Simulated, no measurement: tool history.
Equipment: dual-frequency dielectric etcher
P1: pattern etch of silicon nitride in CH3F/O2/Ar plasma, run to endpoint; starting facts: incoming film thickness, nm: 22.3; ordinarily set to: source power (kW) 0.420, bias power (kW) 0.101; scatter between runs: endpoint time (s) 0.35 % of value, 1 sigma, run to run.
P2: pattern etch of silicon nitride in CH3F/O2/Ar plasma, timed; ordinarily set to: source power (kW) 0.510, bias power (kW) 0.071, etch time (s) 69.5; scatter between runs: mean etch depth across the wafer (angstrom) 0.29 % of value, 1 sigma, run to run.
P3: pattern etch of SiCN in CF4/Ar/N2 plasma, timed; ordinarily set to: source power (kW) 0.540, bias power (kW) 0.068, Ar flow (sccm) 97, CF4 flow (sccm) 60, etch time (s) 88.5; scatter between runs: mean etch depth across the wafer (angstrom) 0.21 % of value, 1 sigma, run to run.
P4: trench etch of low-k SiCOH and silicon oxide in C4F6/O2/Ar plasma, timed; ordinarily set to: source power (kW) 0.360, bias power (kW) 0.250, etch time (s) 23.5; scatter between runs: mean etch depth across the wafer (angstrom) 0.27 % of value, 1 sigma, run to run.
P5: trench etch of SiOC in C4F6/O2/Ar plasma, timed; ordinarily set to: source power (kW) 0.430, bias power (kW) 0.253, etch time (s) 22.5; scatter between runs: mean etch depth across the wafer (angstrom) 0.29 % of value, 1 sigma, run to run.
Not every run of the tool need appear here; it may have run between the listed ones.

run    day  process that ran  source power (kW)  bias power (kW)  etch time (s)  Ar flow (sccm)  CF4 flow (sccm)  hours since the last wet clean  hours since the last source power generator calibration  hours since the last bias power generator calibration  endpoint time (s)  mean etch depth across the wafer (angstrom)
  1  0.146                P1              0.420            0.101                                                                           194.0                                                    720.6                                                 3690.9             28.678
  2  0.254                P5              0.290            0.253           22.5                                                            196.6                                                    723.2                                                 3693.5                                                          463.97
  3  0.446                P1              0.260            0.101                                                                           201.2                                                    727.8                                                 3698.1             34.468
  4  0.638                P3              0.540            0.068          117.5              97               60                           205.8                                                    732.4                                                 3702.7                                                         1138.90
  5  0.842                P5              0.430            0.253           22.5                                                            210.7                                                    737.3                                                 3707.6                                                          537.17
  6  1.058                P4              0.510            0.250           23.5                                                            215.9                                                    742.5                                                 3712.8                                                          888.90
  7  1.212                P1              0.510            0.077                                                                           219.6                                                    746.2                                                 3716.5             29.344
  8  1.354                P1              0.560            0.124                                                                           223.0                                                    749.6                                                 3719.9             23.834
  9  1.562                P5              0.430            0.253           22.5                                                            228.0                                                    754.6                                                 3724.9                                                          539.88
 10  1.733                P1              0.420            0.124                                                                           232.1                                                    758.7                                                 3729.0             26.670
 11  1.921                P3              0.540            0.068           88.5              97               60                           236.6                                                    763.2                                                 3733.5                                                          856.60
 12  2.142                P2              0.720            0.071           69.5                                                            241.9                                                    768.5                                                 3738.8                                                          611.29
 13  2.271                P1              0.420            0.060                                                                           245.0                                                    771.6                                                 3741.9             34.297
 14  2.521                P1              0.420            0.101                                                                           251.0                                                    777.6                                                 3747.9             28.718
 15  2.738                P2              0.510            0.071           69.5                                                            256.2                                                    782.8                                                 3753.1                                                          536.08
 16  2.892                P4              0.360            0.250           23.5                                                            259.9                                                    786.5                                                 3756.8                                                          777.59
 17  3.025                P2              0.510            0.044           69.5                                                            263.1                                                    789.7                                                 3760.0                                                          463.47
 18  3.200                P3              0.380            0.068           88.5              97               60                           267.3                                                    793.9                                                 3764.2                                                          629.81
 19  3.400                P4              0.360            0.152           23.5                                                            272.1                                                    798.7                                                 3769.0                                                          665.38
 20  3.546                P1              0.300            0.120                                                                           275.6                                                    802.2                                                 3772.5             30.513
 21  3.712                P2              0.510            0.071           42.5                                                            279.6                                                    806.2                                                 3776.5                                                          326.81
 22  3.954                P3              0.540            0.068           88.5              59               60                           285.4                                                    812.0                                                 3782.3                                                          923.36
 23  4.192                P3              0.540            0.054           88.5              97               60                           291.1                                                    817.7                                                 3788.0                                                          793.43
 24  4.308                P5              0.430            0.200           22.5                                                            293.9                                                    820.5                                                 3790.8                                                          500.04
 25  4.517                P3              0.540            0.068           88.5              97               82                           298.9                                                    825.5                                                 3795.8                                                          896.20
 26  4.704                P1              0.420            0.101                                                                           303.4                                                    830.0                                                 3800.3             28.544
 27  4.846                P5              0.430            0.253           13.5                                                            306.8                                                    833.4                                                 3803.7                                                          323.75
 28  5.083                P1              0.420            0.101                                                                           312.5                                                    839.1                                                 3809.4             28.758
 29  5.308                P1              0.420            0.101                                                                           317.9                                                    844.5                                                 3814.8             28.835
 30  5.462                P4              0.360            0.250           14.0                                                            321.6                                                    848.2                                                 3818.5                                                          463.89
 31  5.679                P1              0.550            0.101                                                                           326.8                                                    853.4                                                 3823.7             25.926
 32  5.862                P3              0.540            0.068           88.5              97               60                           331.2                                                    857.8                                                 3828.1                                                          855.59

Run 33 has not been measured yet. What should we expect?
 33  6.046                P1              0.420            0.101                                                                           335.6                                                    862.2                                                 3832.5                  ?

{"run 33": {"endpoint time (s)": 28.645}}
